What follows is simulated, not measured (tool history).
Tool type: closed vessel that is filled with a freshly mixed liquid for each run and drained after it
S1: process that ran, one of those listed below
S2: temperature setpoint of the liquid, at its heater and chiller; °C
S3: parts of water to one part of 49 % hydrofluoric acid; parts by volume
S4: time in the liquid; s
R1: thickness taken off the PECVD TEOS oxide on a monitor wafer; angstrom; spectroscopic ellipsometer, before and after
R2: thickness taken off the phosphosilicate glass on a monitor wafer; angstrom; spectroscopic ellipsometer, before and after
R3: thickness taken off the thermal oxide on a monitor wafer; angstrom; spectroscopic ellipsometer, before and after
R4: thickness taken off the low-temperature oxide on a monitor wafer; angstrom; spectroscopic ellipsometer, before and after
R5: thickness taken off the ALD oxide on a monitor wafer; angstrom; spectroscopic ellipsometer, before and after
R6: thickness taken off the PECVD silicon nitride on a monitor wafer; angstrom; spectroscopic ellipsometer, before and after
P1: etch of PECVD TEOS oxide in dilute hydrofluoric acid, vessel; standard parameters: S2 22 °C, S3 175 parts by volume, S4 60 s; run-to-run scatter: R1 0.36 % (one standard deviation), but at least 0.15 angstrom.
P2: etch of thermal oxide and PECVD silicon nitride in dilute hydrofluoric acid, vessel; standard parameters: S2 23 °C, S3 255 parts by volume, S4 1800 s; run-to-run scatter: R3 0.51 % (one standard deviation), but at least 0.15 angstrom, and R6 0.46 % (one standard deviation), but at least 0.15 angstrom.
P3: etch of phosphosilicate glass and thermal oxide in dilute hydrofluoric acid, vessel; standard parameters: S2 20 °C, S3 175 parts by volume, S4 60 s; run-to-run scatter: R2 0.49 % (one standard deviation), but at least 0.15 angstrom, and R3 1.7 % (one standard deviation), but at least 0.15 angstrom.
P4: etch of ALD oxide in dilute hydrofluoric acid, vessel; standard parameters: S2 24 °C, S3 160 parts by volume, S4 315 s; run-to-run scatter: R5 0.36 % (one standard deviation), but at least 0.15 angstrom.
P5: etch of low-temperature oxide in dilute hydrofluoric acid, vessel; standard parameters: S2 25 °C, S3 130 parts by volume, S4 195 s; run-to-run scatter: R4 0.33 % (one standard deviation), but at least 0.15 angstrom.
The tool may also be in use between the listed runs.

run 1 day=0.104 | S1=P1 S2=22 S3=175 S4=60 | R1=70.523
run 2 day=0.242 | S1=P1 S2=22 S3=310 S4=60 | R1=34.471
run 3 day=0.462 | S1=P3 S2=20 S3=175 S4=60 | R2=555.08 R3=13.867
run 4 day=0.638 | S1=P3 S2=25 S3=175 S4=60 | R2=672.06 R3=16.487
run 5 day=0.775 | S1=P3 S2=20 S3=175 S4=85 | R2=791.47 R3=18.861
run 6 day=0.9 | S1=P5 S2=25 S3=130 S4=370 | R4=833.17
run 7 day=1.029 | S1=P4 S2=24 S3=235 S4=315 | R5=108.84
run 8 day=1.208 | S1=P1 S2=17 S3=95 S4=60 | R1=114.83
run 9 day=1.379 | S1=P2 S2=23 S3=455 S4=1800 | R3=130.43 R6=81.459
run 10 day=1.542 | S1=P1 S2=26 S3=175 S4=60 | R1=81.5
run 11 day=1.65 | S1=P5 S2=25 S3=80 S4=195 | R4=754.48
run 12 day=1.8 | S1=P4 S2=24 S3=160 S4=315 | R5=174.52
run 13 day=1.938 | S1=P4 S2=18 S3=160 S4=315 | R5=137.99
-- day=2.029 hydrofluoric acid flow meter replaced
run 14 day=2.129 | S1=P2 S2=23 S3=255 S4=2810 | R3=440.24 R6=224.63
run 15 day=2.229 | S1=P5 S2=25 S3=130 S4=195 | R4=440.3
run 16 day=2.346 | S1=P3 S2=20 S3=175 S4=60 | R2=555.25 R3=13.368
run 17 day=2.55 | S1=P1 S2=22 S3=175 S4=60 | R1=70.075
run 18 day=2.721 | S1=P1 S2=22 S3=175 S4=60 | R1=70.345
run 19 day=2.883 | S1=P1 S2=17 S3=175 S4=60 | R1=58.129
run 20 day=3.012 | S1=P2 S2=23 S3=255 S4=1800 | R3=281.1 R6=144.54
run 21 day=3.112 | S1=P1 S2=22 S3=25 S4=60 | R1=587.51
run 22 day=3.325 | S1=P4 S2=24 S3=160 S4=515 | R5=283.4
run 23 day=3.458 | S1=P1 S2=22 S3=175 S4=60 | R1=70.113
run 24 day=3.592 | S1=P1 S2=22 S3=175 S4=60 | R1=70.22
run 25 day=3.75 | S1=P1 S2=22 S3=175 S4=60 | R1=69.856
run 26 day=3.867 | S1=P5 S2=17.5 S3=130 S4=195 | R4=325.36
run 27 day=4.067 | S1=P1 S2=22 S3=175 S4=30 | R1=34.917
run 28 day=4.192 | S1=P1 S2=22 S3=175 S4=90 | R1=105.25
run 29 day=4.383 | S1=P4 S2=24 S3=160 S4=315 | R5=173.38
run 30 day=4.496 | S1=P1 S2=22 S3=175 S4=60 | R1=70.356
run 31 day=4.621 | S1=P3 S2=20 S3=100 S4=60 | R2=1056 R3=25.042
run 32 day=4.817 | S1=P2 S2=17 S3=255 S4=1800 | R3=225.9 R6=97.787
run 33 day=4.971 | S1=P1 S2=22 S3=175 S4=60 | R1=70.267
run 34 day=5.117 | S1=P1 S2=22 S3=175 S4=60 | R1=72.351
run 35 day=5.225 | S1=P1 S2=22 S3=175 S4=60 | R1=73.495
run 36 day=5.429 | S1=P1 S2=22 S3=175 S4=60 | R1=74.086
run 37 day=5.55 | S1=P1 S2=22 S3=175 S4=60 | R1=74.346
run 38 day=5.75 | S1=P1 S2=22 S3=175 S4=60 | R1=74.563
run 39 day=5.883 | S1=P1 S2=22 S3=175 S4=60 | R1=75.498

The log shows P1 creeping away from where it was. Any of the 2 causes listed here, at the size stated for it, fits the log just as well as the others:
A: liquid hotter than its thermometer reads (K) = 1.71
B: hydrofluoric acid flow above the setpoint (%) = 5.64
The gradual shift began around day 4.971.

Consider the 4 single-wafer check runs listed below, results given as question marks: which one distinguishes between the causes by giving clearly different results for each?
run check 1 day=6.017 | S1=P3 S2=20 S3=175 S4=60 | R2=? R3=?
run check 2 day=6.017 | S1=P4 S2=24 S3=160 S4=315 | R5=?
run check 3 day=6.017 | S1=P2 S2=23 S3=255 S4=1800 | R3=? R6=?
run check 4 day=6.017 | S1=P5 S2=25 S3=130 S4=195 | R4=?

What every check run would give for each of its results, assuming each possible cause in turn:
check=check_1 result=R2 if_A=593.93 if_B=592.68
check=check_1 result=R3 if_A=14.253 if_B=14.223
check=check_2 result=R5 if_A=185.49 if_B=185.52
check=check_3 result=R3 if_A=298.83 if_B=301.03
check=check_3 result=R6 if_A=160.15 if_B=152.02
check=check_4 result=R4 if_A=466.55 if_B=465.69
Gap, in per cent, between the two causes that each check separates least, read from the result that separates them most: check 1 0.21 %; check 2 0.02 %; check 3 5.21 %; check 4 0.19 %
The other checks would show nearly matching results whichever cause is true, so check 3 is the only one that separates the causes.

The results of check 3 are: R3 296.76 angstrom; R6 158.48 angstrom. Based on these, which of the listed causes is it?

Of the candidate causes, it is A: liquid hotter than its thermometer reads (K).

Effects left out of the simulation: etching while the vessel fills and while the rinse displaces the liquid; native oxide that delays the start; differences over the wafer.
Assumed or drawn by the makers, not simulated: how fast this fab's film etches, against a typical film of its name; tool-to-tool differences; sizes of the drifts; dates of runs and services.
